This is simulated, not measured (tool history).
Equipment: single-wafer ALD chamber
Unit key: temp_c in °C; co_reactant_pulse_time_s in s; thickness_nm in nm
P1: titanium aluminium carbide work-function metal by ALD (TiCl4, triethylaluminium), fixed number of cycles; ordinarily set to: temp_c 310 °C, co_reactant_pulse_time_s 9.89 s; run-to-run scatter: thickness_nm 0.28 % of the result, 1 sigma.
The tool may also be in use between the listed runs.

{"run": 1, "hour": 11.2, "temp_c": 310, "co_reactant_pulse_time_s": 9.89, "thickness_nm": 2.1364}
{"run": 2, "hour": 18.3, "temp_c": 328, "co_reactant_pulse_time_s": 9.89, "thickness_nm": 2.2922}
{"run": 3, "hour": 31.2, "temp_c": 310, "co_reactant_pulse_time_s": 9.89, "thickness_nm": 2.1274}
{"run": 4, "hour": 44.5, "temp_c": 330, "co_reactant_pulse_time_s": 15.46, "thickness_nm": 2.3885}
{"run": 5, "hour": 56.8, "temp_c": 294, "co_reactant_pulse_time_s": 9.89, "thickness_nm": 2.0021}
{"run": 6, "hour": 66.4, "temp_c": 310, "co_reactant_pulse_time_s": 9.89, "thickness_nm": 2.1372}
{"run": 7, "hour": 76.0, "temp_c": 310, "co_reactant_pulse_time_s": 9.89, "thickness_nm": 2.1354}
{"run": 8, "hour": 87.5, "temp_c": 310, "co_reactant_pulse_time_s": 4.26, "thickness_nm": 1.701}
{"run": 9, "hour": 96.0, "temp_c": 310, "co_reactant_pulse_time_s": 9.89, "thickness_nm": 2.1397}
{"run": 10, "hour": 109.0, "temp_c": 310, "co_reactant_pulse_time_s": 15.83, "thickness_nm": 2.1965}
{"run": 11, "hour": 119.1, "temp_c": 332, "co_reactant_pulse_time_s": 5.83, "thickness_nm": 2.0939}
{"run": 12, "hour": 130.4, "temp_c": 323, "co_reactant_pulse_time_s": 6.54, "thickness_nm": 2.0851}
{"run": 13, "hour": 137.0, "temp_c": 310, "co_reactant_pulse_time_s": 9.89, "thickness_nm": 2.151}
{"run": 14, "hour": 149.9, "temp_c": 310, "co_reactant_pulse_time_s": 9.89, "thickness_nm": 2.1214}
{"run": 15, "hour": 158.8, "temp_c": 310, "co_reactant_pulse_time_s": 9.89, "thickness_nm": 2.1086}
{"run": 16, "hour": 167.1, "temp_c": 310, "co_reactant_pulse_time_s": 9.89, "thickness_nm": 2.1116}
{"run": 17, "hour": 176.0, "temp_c": 310, "co_reactant_pulse_time_s": 9.89, "thickness_nm": 2.1048}
{"run": 18, "hour": 182.5, "temp_c": 310, "co_reactant_pulse_time_s": 9.89, "thickness_nm": 2.0949}
{"run": 19, "hour": 194.5, "temp_c": 310, "co_reactant_pulse_time_s": 9.89, "thickness_nm": 2.0908}
{"run": 20, "hour": 205.7, "temp_c": 310, "co_reactant_pulse_time_s": 9.89, "thickness_nm": 2.0886}
{"run": 21, "hour": 217.4, "temp_c": 310, "co_reactant_pulse_time_s": 9.89, "thickness_nm": 2.0971}
{"run": 22, "hour": 229.2, "temp_c": 310, "co_reactant_pulse_time_s": 9.89, "thickness_nm": 2.0855}
{"run": 23, "hour": 240.0, "temp_c": 310, "co_reactant_pulse_time_s": 9.89, "thickness_nm": 2.0937}

The log shows P1 creeping away from where it was. Any of the 2 causes listed here, at the size stated for it, fits the log just as well as the others:
A: wafer temperature below the value expected at the setpoint (K) = 5.34
B: triethylaluminium dose below that of a fresh bottle (%) = 14.8
The process output started creeping at around hour 137.

Listed below are the offered check runs, one wafer per run, with question marks in place of results. For which of them would the causes give clearly different outcomes?
{"run": "check 1", "hour": 250.8, "temp_c": 319, "co_reactant_pulse_time_s": 9.89, "thickness_nm": "?"}
{"run": "check 2", "hour": 250.8, "temp_c": 322, "co_reactant_pulse_time_s": 9.89, "thickness_nm": "?"}
{"run": "check 3", "hour": 250.8, "temp_c": 296, "co_reactant_pulse_time_s": 9.89, "thickness_nm": "?"}
{"run": "check 4", "hour": 250.8, "temp_c": 328, "co_reactant_pulse_time_s": 4.27, "thickness_nm": "?"}

How each check would come out, cause by cause:
check=check_1 result=thickness_nm if_A=2.1702 if_B=2.1686
check=check_2 result=thickness_nm if_A=2.1972 if_B=2.1951
check=check_3 result=thickness_nm if_A=1.9652 if_B=1.9673
check=check_4 result=thickness_nm if_A=1.7943 if_B=1.7
Separation of the two closest causes in each check, using whichever result separates them best: check 1 0.07 %; check 2 0.1 %; check 3 0.11 %; check 4 5.4 %
Check 4 is the one run that separates the causes; every other check would come out nearly the same whichever cause is at work.

With check 4 done, the readings were: thickness_nm 1.7039 nm. Identify which of the listed causes applies.

The correct cause is B, namely: triethylaluminium dose below that of a fresh bottle (%).
